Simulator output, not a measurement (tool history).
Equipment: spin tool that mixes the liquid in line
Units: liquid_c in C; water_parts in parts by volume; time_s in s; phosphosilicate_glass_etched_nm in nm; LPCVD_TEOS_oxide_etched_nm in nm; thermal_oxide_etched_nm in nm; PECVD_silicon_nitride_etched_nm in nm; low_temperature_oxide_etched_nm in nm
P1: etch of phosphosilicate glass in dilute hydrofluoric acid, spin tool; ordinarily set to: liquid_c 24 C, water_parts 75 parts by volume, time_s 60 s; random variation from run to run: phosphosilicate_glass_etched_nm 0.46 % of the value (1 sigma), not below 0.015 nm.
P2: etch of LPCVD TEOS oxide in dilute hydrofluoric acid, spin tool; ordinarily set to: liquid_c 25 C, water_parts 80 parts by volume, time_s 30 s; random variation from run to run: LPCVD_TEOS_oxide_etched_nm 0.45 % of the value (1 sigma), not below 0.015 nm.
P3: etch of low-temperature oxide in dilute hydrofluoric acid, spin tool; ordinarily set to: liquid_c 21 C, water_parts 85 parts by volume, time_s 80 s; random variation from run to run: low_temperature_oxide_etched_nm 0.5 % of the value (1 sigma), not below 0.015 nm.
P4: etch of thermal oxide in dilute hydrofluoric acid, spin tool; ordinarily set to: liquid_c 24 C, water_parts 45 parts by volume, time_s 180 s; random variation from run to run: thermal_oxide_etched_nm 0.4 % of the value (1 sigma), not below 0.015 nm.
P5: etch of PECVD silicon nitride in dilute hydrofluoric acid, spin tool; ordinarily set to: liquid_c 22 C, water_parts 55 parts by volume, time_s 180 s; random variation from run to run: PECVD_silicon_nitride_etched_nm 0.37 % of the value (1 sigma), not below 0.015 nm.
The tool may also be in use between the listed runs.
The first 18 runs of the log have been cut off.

| run | day | process | liquid_c | water_parts | time_s | hours since the thermometer was replaced | hours since the hydrofluoric acid flow meter was replaced | phosphosilicate_glass_etched_nm | LPCVD_TEOS_oxide_etched_nm | thermal_oxide_etched_nm | PECVD_silicon_nitride_etched_nm | low_temperature_oxide_etched_nm |
|---|---|---|---|---|---|---|---|---|---|---|---|---|
| 19 | 8.508 | P1 | 24 | 75 | 60 | 842.3 | 791.6 | 48.915 |  |  |  |  |
| 20 | 9.079 | P3 | 21 | 85 | 155 | 856 | 805.3 |  |  |  |  | 24.919 |
| 21 | 9.704 | P1 | 24 | 35 | 100 | 871 | 820.3 | 185.46 |  |  |  |  |
| 22 | 10.004 | P4 | 24 | 45 | 280 | 878.2 | 827.5 |  |  | 30.423 |  |  |
| 23 | 10.296 | P4 | 24 | 45 | 180 | 885.2 | 834.5 |  |  | 19.52 |  |  |
| 24 | 10.588 | P1 | 19 | 75 | 15 | 892.2 | 841.5 | 9.9397 |  |  |  |  |
| 25 | 10.917 | P5 | 22 | 95 | 180 | 900.1 | 849.4 |  |  |  | 5.3664 |  |
| 26 | 11.225 | P2 | 25 | 80 | 45 | 907.5 | 856.8 |  | 33.214 |  |  |  |

For run 27, what comes out?
| 27 | 11.579 | P3 | 17 | 85 | 80 | 916 | 865.3 |  |  |  |  | ? |

{"run 27": {"low_temperature_oxide_etched_nm": 10.805}}

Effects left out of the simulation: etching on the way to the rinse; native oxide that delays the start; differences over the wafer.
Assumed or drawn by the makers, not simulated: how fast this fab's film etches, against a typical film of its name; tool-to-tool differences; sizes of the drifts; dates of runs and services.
